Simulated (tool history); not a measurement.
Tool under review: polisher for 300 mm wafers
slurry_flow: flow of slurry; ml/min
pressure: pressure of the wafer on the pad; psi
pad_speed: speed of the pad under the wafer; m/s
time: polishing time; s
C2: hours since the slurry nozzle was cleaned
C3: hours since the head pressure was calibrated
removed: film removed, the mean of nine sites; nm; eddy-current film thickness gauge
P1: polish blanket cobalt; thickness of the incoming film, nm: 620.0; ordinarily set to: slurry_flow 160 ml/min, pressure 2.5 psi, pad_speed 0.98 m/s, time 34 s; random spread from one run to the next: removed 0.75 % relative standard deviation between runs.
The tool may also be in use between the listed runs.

{"run": 1, "hour": 11.4, "slurry_flow": 160, "pressure": 2.5, "pad_speed": 0.98, "time": 34, "wafers polished on this pad": 407, "C2": 379.3, "C3": 120.5, "removed": 230.67}
{"run": 2, "hour": 19.5, "slurry_flow": 160, "pressure": 2.5, "pad_speed": 0.44, "time": 34, "wafers polished on this pad": 501, "C2": 387.4, "C3": 128.6, "removed": 104.64}
{"run": 3, "hour": 27.9, "slurry_flow": 95, "pressure": 2.5, "pad_speed": 0.98, "time": 34, "wafers polished on this pad": 599, "C2": 395.8, "C3": 137, "removed": 206.85}
{"run": 4, "hour": 33.6, "slurry_flow": 210, "pressure": 2.5, "pad_speed": 0.6, "time": 34, "wafers polished on this pad": 665, "C2": 401.5, "C3": 142.7, "removed": 146.76}
{"run": 5, "hour": 40.5, "slurry_flow": 160, "pressure": 2.5, "pad_speed": 0.98, "time": 34, "wafers polished on this pad": 745, "C2": 408.4, "C3": 149.6, "removed": 229.84}
{"run": 6, "hour": 47.4, "slurry_flow": 160, "pressure": 2.5, "pad_speed": 0.98, "time": 34, "wafers polished on this pad": 825, "C2": 415.3, "C3": 156.5, "removed": 232.15}
{"run": 7, "hour": 56.8, "slurry_flow": 245, "pressure": 2.5, "pad_speed": 0.98, "time": 34, "wafers polished on this pad": 935, "C2": 424.7, "C3": 165.9, "removed": 244.2}
{"run": 8, "hour": 66.3, "slurry_flow": 160, "pressure": 2.5, "pad_speed": 0.98, "time": 34, "wafers polished on this pad": 1045, "C2": 434.2, "C3": 175.4, "removed": 227.8}
{"run": 9, "hour": 76.7, "slurry_flow": 160, "pressure": 2.5, "pad_speed": 1.46, "time": 34, "wafers polished on this pad": 1166, "C2": 444.6, "C3": 185.8, "removed": 349.45}
{"run": 10, "hour": 85.7, "slurry_flow": 160, "pressure": 2.5, "pad_speed": 0.74, "time": 52, "wafers polished on this pad": 1270, "C2": 453.6, "C3": 194.8, "removed": 264.44}
{"run": 11, "hour": 92.4, "slurry_flow": 160, "pressure": 1.3, "pad_speed": 0.98, "time": 34, "wafers polished on this pad": 1348, "C2": 460.3, "C3": 201.5, "removed": 118.41}
{"run": 12, "hour": 98.0, "slurry_flow": 160, "pressure": 2.5, "pad_speed": 0.72, "time": 20, "wafers polished on this pad": 1413, "C2": 465.9, "C3": 207.1, "removed": 99.27}
{"run": 13, "hour": 108.4, "slurry_flow": 160, "pressure": 2.5, "pad_speed": 0.98, "time": 34, "wafers polished on this pad": 1534, "C2": 476.3, "C3": 217.5, "removed": 230.77}
{"run": 14, "hour": 118.2, "slurry_flow": 160, "pressure": 2.5, "pad_speed": 0.98, "time": 22, "wafers polished on this pad": 1648, "C2": 486.1, "C3": 227.3, "removed": 149.69}
{"run": 15, "hour": 123.4, "slurry_flow": 160, "pressure": 3.9, "pad_speed": 0.98, "time": 34, "wafers polished on this pad": 1709, "C2": 491.3, "C3": 232.5, "removed": 357.25}

Run 16 comes next. What will it give?
{"run": 16, "hour": 130.3, "slurry_flow": 160, "pressure": 2.5, "pad_speed": 0.98, "time": 34, "wafers polished on this pad": 1789, "C2": 498.2, "C3": 239.4, "removed": "?"}

For run 16 the tool returned removed 231.79 nm.
